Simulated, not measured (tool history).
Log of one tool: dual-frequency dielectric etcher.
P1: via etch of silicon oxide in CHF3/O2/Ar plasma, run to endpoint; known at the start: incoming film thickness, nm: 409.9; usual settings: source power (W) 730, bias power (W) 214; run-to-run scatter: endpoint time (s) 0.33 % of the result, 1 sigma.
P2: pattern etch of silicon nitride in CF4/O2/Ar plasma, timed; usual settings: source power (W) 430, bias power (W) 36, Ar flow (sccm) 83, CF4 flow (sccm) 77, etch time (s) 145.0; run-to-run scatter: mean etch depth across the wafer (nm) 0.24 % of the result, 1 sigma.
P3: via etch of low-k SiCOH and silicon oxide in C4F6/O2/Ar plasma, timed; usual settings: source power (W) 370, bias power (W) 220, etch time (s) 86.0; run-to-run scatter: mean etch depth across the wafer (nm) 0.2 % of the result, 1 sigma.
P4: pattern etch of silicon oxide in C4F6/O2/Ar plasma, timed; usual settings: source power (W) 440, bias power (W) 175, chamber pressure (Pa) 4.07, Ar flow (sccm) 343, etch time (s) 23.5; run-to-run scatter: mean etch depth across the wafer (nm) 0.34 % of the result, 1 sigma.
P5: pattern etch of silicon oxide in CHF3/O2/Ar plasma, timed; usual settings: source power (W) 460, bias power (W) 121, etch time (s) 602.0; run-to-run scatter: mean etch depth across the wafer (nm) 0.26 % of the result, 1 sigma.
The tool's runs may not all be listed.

run,hour,process that ran,source power (W),bias power (W),etch time (s),Ar flow (sccm),CF4 flow (sccm),chamber pressure (Pa),hours since the last wet clean,hours since the last source power generator calibration,hours since the last bias power generator calibration,endpoint time (s),mean etch depth across the wafer (nm)
1,16.2,P1,730,214,,,,,258.6,1391.0,965.9,180.29,
2,27.7,P1,970,214,,,,,270.1,1402.5,977.4,161.58,
3,39.5,P5,460,121,602.0,,,,281.9,1414.3,989.2,,933.350
4,46.8,P5,600,121,602.0,,,,289.2,1421.6,996.5,,1036.500
5,57.7,P1,730,214,,,,,300.1,1432.5,1007.4,180.60,
6,73.9,P2,430,47,145.0,83,77,,316.3,1448.7,1023.6,,224.230
7,82.2,P3,370,220,86.0,,,,324.6,1457.0,1031.9,,257.490
8,89.6,P3,370,220,86.0,,,,332.0,1464.4,1039.3,,257.920
9,102.9,P4,440,110,23.5,343,,4.07,345.3,1477.7,1052.6,,63.997
10,117.8,P3,370,296,86.0,,,,360.2,1492.6,1067.5,,284.440
11,126.8,P1,990,177,,,,,369.2,1501.6,1076.5,170.83,
12,135.4,P5,460,121,885.5,,,,377.8,1510.2,1085.1,,1379.500
13,145.2,P3,460,220,86.0,,,,387.6,1520.0,1094.9,,280.680
14,160.2,P1,730,214,,,,,402.6,1535.0,1109.9,180.46,
15,168.4,P1,730,168,,,,,410.8,1543.2,1118.1,195.91,
16,182.6,P4,440,175,23.5,343,,4.07,425.0,1557.4,1132.3,,73.416
17,190.6,P2,430,36,145.0,65,77,,433.0,1565.4,1140.3,,209.890
18,204.7,P4,440,175,23.5,343,,4.80,447.1,1579.5,1154.4,,71.601
19,216.7,P1,730,303,,,,,459.1,1591.5,1166.4,159.70,
20,228.1,P1,730,214,,,,,470.5,1602.9,1177.8,179.56,
21,236.8,P3,370,220,60.5,,,,479.2,1611.6,1186.5,,181.330
22,245.2,P1,520,214,,,,,487.6,1620.0,1194.9,205.32,
# hour 253.1: source power generator calibrated
23,259.3,P2,430,36,145.0,83,96,,501.7,6.3,1209.0,,209.320
24,266.9,P4,300,175,23.5,343,,4.07,509.3,13.9,1216.6,,63.559
25,279.3,P4,440,175,17.0,343,,4.07,521.7,26.3,1229.0,,53.168
26,292.1,P5,460,121,602.0,,,,534.5,39.1,1241.8,,933.150

Run 27 comes next. What will it give?
27,305.7,P5,460,159,602.0,,,,548.1,52.7,1255.4,,?

{"run 27": {"mean etch depth across the wafer (nm)": 1019.8}}

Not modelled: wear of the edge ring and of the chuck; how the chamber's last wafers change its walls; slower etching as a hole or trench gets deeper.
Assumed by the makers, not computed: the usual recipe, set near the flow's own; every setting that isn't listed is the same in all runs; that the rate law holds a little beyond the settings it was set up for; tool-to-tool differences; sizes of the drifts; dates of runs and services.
